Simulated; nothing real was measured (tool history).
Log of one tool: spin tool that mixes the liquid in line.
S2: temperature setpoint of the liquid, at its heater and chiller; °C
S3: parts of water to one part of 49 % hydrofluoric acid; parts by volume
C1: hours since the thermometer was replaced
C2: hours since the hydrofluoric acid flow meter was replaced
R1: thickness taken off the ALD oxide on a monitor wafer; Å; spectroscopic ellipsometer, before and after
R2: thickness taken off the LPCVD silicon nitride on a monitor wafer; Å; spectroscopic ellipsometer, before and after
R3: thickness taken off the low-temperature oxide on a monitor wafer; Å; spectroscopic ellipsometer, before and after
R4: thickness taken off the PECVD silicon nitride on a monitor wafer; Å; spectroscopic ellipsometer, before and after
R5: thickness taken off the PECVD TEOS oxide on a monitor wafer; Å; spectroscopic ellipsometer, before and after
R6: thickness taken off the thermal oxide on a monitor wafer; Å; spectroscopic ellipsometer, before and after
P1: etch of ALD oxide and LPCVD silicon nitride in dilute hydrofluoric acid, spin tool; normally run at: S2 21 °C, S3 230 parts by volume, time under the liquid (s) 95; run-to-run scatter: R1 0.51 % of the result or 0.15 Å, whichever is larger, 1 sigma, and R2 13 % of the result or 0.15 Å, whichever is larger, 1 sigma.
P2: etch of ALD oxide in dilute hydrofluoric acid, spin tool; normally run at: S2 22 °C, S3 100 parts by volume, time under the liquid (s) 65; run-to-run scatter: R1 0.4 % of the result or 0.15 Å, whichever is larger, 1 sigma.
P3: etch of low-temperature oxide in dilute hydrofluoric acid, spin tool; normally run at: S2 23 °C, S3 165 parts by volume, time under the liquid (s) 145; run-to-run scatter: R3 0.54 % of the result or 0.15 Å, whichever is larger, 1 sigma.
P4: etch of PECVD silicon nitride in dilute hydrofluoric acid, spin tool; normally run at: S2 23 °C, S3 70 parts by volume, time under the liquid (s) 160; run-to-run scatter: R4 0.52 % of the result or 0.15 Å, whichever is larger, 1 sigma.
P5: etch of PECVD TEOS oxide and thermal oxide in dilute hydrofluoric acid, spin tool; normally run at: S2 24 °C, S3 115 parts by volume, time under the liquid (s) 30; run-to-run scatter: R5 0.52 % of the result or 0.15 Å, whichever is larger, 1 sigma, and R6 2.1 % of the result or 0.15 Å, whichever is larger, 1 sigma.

{"run": 1, "day": 0.3, "process that ran": "P1", "S2": 21, "S3": 230, "time under the liquid (s)": 95, "C1": 689.3, "C2": 172.7, "R1": 39.566, "R2": 1.2852}
{"run": 2, "day": 0.633, "process that ran": "P3", "S2": 23, "S3": 165, "time under the liquid (s)": 145, "C1": 697.3, "C2": 180.7, "R3": 185.89}
{"run": 3, "day": 0.908, "process that ran": "P4", "S2": 23, "S3": 70, "time under the liquid (s)": 160, "C1": 703.9, "C2": 187.3, "R4": 79.53}
{"run": 4, "day": 1.254, "process that ran": "P2", "S2": 22, "S3": 100, "time under the liquid (s)": 65, "C1": 712.2, "C2": 195.6, "R1": 59.467}
{"run": 5, "day": 1.667, "process that ran": "P5", "S2": 24, "S3": 115, "time under the liquid (s)": 15, "C1": 722.1, "C2": 205.5, "R5": 24.697, "R6": 6.6174}
{"run": 6, "day": 1.962, "process that ran": "P1", "S2": 21, "S3": 410, "time under the liquid (s)": 135, "C1": 729.2, "C2": 212.6, "R1": 26.737, "R2": 0.96246}
{"run": 7, "day": 2.325, "process that ran": "P5", "S2": 24, "S3": 115, "time under the liquid (s)": 30, "C1": 737.9, "C2": 221.3, "R5": 49.151, "R6": 13.479}
{"run": 8, "day": 2.612, "process that ran": "P4", "S2": 23, "S3": 110, "time under the liquid (s)": 160, "C1": 744.8, "C2": 228.2, "R4": 51.165}
{"run": 9, "day": 2.875, "process that ran": "P1", "S2": 21, "S3": 230, "time under the liquid (s)": 50, "C1": 751.1, "C2": 234.5, "R1": 20.8, "R2": 0.80423}
{"run": 10, "day": 3.196, "process that ran": "P3", "S2": 18, "S3": 165, "time under the liquid (s)": 145, "C1": 758.8, "C2": 242.2, "R3": 153.93}
{"run": 11, "day": 3.612, "process that ran": "P4", "S2": 23, "S3": 70, "time under the liquid (s)": 255, "C1": 768.8, "C2": 252.2, "R4": 125.85}
{"run": 12, "day": 3.954, "process that ran": "P1", "S2": 21, "S3": 335, "time under the liquid (s)": 95, "C1": 777, "C2": 260.4, "R1": 24.72, "R2": 0.70642}
{"run": 13, "day": 4.188, "process that ran": "P2", "S2": 22, "S3": 100, "time under the liquid (s)": 130, "C1": 782.6, "C2": 266, "R1": 120.21}
{"run": 14, "day": 4.433, "process that ran": "P1", "S2": 21, "S3": 230, "time under the liquid (s)": 95, "C1": 788.5, "C2": 271.9, "R1": 39.915, "R2": 1.5625}
{"run": 15, "day": 4.85, "process that ran": "P1", "S2": 21, "S3": 230, "time under the liquid (s)": 95, "C1": 798.5, "C2": 281.9, "R1": 39.62, "R2": 1.6685}
{"run": 16, "day": 5.204, "process that ran": "P1", "S2": 17.5, "S3": 230, "time under the liquid (s)": 175, "C1": 807, "C2": 290.4, "R1": 64.059, "R2": 1.7043}
{"run": 17, "day": 5.646, "process that ran": "P3", "S2": 23, "S3": 165, "time under the liquid (s)": 145, "C1": 817.6, "C2": 301, "R3": 187.31}
{"run": 18, "day": 5.862, "process that ran": "P5", "S2": 32, "S3": 115, "time under the liquid (s)": 30, "C1": 822.8, "C2": 306.2, "R5": 67.07, "R6": 18.031}
{"run": 19, "day": 6.188, "process that ran": "P1", "S2": 21, "S3": 230, "time under the liquid (s)": 95, "C1": 830.6, "C2": 314, "R1": 39.769, "R2": 1.1907}
{"run": 20, "day": 6.567, "process that ran": "P4", "S2": 23, "S3": 70, "time under the liquid (s)": 160, "C1": 839.7, "C2": 323.1, "R4": 79.665}
{"run": 21, "day": 6.908, "process that ran": "P4", "S2": 27.5, "S3": 70, "time under the liquid (s)": 160, "C1": 847.9, "C2": 331.3, "R4": 106.98}
{"run": 22, "day": 7.325, "process that ran": "P1", "S2": 21, "S3": 230, "time under the liquid (s)": 180, "C1": 857.9, "C2": 341.3, "R1": 75.357, "R2": 3.7388}
{"run": 23, "day": 7.762, "process that ran": "P2", "S2": 17, "S3": 100, "time under the liquid (s)": 65, "C1": 868.4, "C2": 351.8, "R1": 48.434}
{"run": 24, "day": 8.217, "process that ran": "P2", "S2": 22, "S3": 50, "time under the liquid (s)": 65, "C1": 879.3, "C2": 362.7, "R1": 126.88}
{"run": 25, "day": 8.454, "process that ran": "P1", "S2": 21, "S3": 315, "time under the liquid (s)": 35, "C1": 885, "C2": 368.4, "R1": 9.8847, "R2": 0.38236}
{"run": 26, "day": 8.8, "process that ran": "P1", "S2": 21, "S3": 230, "time under the liquid (s)": 95, "C1": 893.3, "C2": 376.7, "R1": 40.206, "R2": 1.4885}
{"run": 27, "day": 9.212, "process that ran": "P3", "S2": 23, "S3": 280, "time under the liquid (s)": 145, "C1": 903.2, "C2": 386.6, "R3": 98.126}

Forecast run 28:
{"run": 28, "day": 9.475, "process that ran": "P1", "S2": 17, "S3": 230, "time under the liquid (s)": 95, "C1": 909.5, "C2": 392.9, "R1": "?", "R2": "?"}

{"run 28": {"R1": 34.152, "R2": 0.90584}}

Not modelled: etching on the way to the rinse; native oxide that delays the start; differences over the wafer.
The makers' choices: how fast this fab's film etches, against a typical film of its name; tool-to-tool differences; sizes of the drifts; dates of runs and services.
